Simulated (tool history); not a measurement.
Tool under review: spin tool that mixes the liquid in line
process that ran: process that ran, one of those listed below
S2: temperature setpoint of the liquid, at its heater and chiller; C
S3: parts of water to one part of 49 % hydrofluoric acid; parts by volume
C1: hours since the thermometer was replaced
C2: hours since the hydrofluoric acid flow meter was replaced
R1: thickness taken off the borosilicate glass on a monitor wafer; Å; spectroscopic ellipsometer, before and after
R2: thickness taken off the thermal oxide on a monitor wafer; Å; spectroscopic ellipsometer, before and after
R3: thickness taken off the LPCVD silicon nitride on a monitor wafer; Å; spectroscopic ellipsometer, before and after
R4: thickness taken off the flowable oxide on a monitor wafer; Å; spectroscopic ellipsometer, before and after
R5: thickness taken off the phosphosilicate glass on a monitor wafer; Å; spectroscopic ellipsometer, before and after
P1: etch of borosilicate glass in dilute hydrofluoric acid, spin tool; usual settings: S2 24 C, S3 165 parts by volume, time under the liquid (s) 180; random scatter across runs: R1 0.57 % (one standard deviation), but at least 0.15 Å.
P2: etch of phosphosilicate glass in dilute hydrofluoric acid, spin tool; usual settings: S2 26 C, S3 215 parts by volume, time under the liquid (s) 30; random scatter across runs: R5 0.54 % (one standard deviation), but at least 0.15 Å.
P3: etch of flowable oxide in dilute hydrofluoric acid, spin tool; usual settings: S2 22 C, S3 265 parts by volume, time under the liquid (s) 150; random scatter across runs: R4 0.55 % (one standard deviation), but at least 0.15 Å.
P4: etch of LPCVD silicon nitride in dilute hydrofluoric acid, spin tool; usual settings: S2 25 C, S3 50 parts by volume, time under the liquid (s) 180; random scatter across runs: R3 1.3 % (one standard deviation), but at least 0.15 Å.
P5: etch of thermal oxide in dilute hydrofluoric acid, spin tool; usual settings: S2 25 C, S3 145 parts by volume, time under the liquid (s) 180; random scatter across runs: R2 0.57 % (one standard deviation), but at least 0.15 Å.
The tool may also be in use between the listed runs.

Run 1, hour 8.0: process that ran P1, S2 24 C, S3 165 parts by volume, time under the liquid (s) 180; C1 1959.4; C2 990.3. Result: R1 170.960 Å.
Run 2, hour 15.4: process that ran P1, S2 24 C, S3 165 parts by volume, time under the liquid (s) 180; C1 1966.8; C2 997.7. Result: R1 169.240 Å.
Run 3, hour 20.8: process that ran P1, S2 24 C, S3 65 parts by volume, time under the liquid (s) 180; C1 1972.2; C2 1003.1. Result: R1 488.450 Å.
Run 4, hour 28.8: process that ran P1, S2 24 C, S3 165 parts by volume, time under the liquid (s) 180; C1 1980.2; C2 1011.1. Result: R1 170.740 Å.
Run 5, hour 37.2: process that ran P5, S2 18 C, S3 145 parts by volume, time under the liquid (s) 180; C1 1988.6; C2 1019.5. Result: R2 43.3110 Å.
Run 6, hour 43.5: process that ran P5, S2 25 C, S3 145 parts by volume, time under the liquid (s) 180; C1 1994.9; C2 1025.8. Result: R2 56.9520 Å.
Run 7, hour 49.5: process that ran P5, S2 25 C, S3 145 parts by volume, time under the liquid (s) 15; C1 2000.9; C2 1031.8. Result: R2 4.8048 Å.
Run 8, hour 58.3: process that ran P4, S2 25 C, S3 50 parts by volume, time under the liquid (s) 345; C1 2009.7; C2 1040.6. Result: R3 38.780 Å.
Run 9, hour 65.4: process that ran P3, S2 22 C, S3 100 parts by volume, time under the liquid (s) 150; C1 2016.8; C2 1047.7. Result: R4 735.690 Å.
Run 10, hour 72.5: process that ran P1, S2 24 C, S3 165 parts by volume, time under the liquid (s) 25; C1 2023.9; C2 1054.8. Result: R1 23.636 Å.
Run 11, hour 77.7: process that ran P2, S2 33 C, S3 215 parts by volume, time under the liquid (s) 30; C1 2029.1; C2 1060.0. Result: R5 105.280 Å.
Run 12, hour 85.5: process that ran P4, S2 25 C, S3 50 parts by volume, time under the liquid (s) 180; C1 2036.9; C2 1067.8. Result: R3 19.947 Å.
Run 13, hour 94.9: process that ran P4, S2 25 C, S3 75 parts by volume, time under the liquid (s) 180; C1 2046.3; C2 1077.2. Result: R3 13.619 Å.
Run 14, hour 103.7: process that ran P2, S2 26 C, S3 215 parts by volume, time under the liquid (s) 15; C1 2055.1; C2 1086.0. Result: R5 40.872 Å.
Run 15, hour 112.1: process that ran P5, S2 25 C, S3 255 parts by volume, time under the liquid (s) 180; C1 2063.5; C2 1094.4. Result: R2 28.4610 Å.
Run 16, hour 118.3: process that ran P3, S2 22 C, S3 265 parts by volume, time under the liquid (s) 60; C1 2069.7; C2 1100.6. Result: R4 92.688 Å.
Run 17, hour 122.9: process that ran P3, S2 22 C, S3 265 parts by volume, time under the liquid (s) 150; C1 2074.3; C2 1105.2. Result: R4 231.700 Å.
Run 18, hour 130.5: process that ran P1, S2 28 C, S3 165 parts by volume, time under the liquid (s) 100; C1 2081.9; C2 1112.8. Result: R1 110.250 Å.
Run 19, hour 135.5: process that ran P1, S2 20 C, S3 165 parts by volume, time under the liquid (s) 180; C1 2086.9; C2 1117.8. Result: R1 147.290 Å.
Run 20, hour 143.0: process that ran P2, S2 26 C, S3 90 parts by volume, time under the liquid (s) 30; C1 2094.4; C2 1125.3. Result: R5 228.130 Å.
Run 21, hour 150.6: process that ran P3, S2 28 C, S3 265 parts by volume, time under the liquid (s) 150; C1 2102.0; C2 1132.9. Result: R4 284.610 Å.
Run 22, hour 157.2: process that ran P5, S2 25 C, S3 145 parts by volume, time under the liquid (s) 180; C1 2108.6; C2 1139.5. Result: R2 56.6100 Å.
Run 23, hour 165.6: process that ran P1, S2 24 C, S3 165 parts by volume, time under the liquid (s) 180; C1 2117.0; C2 1147.9. Result: R1 172.560 Å.

Estimate the outcome of run 24 from the log above:
Run 24, hour 170.7: process that ran P1, S2 24 C, S3 165 parts by volume, time under the liquid (s) 330; C1 2122.1; C2 1153.0. Result: R1 ?.

For run 24 the tool returned R1 312.850 Å.
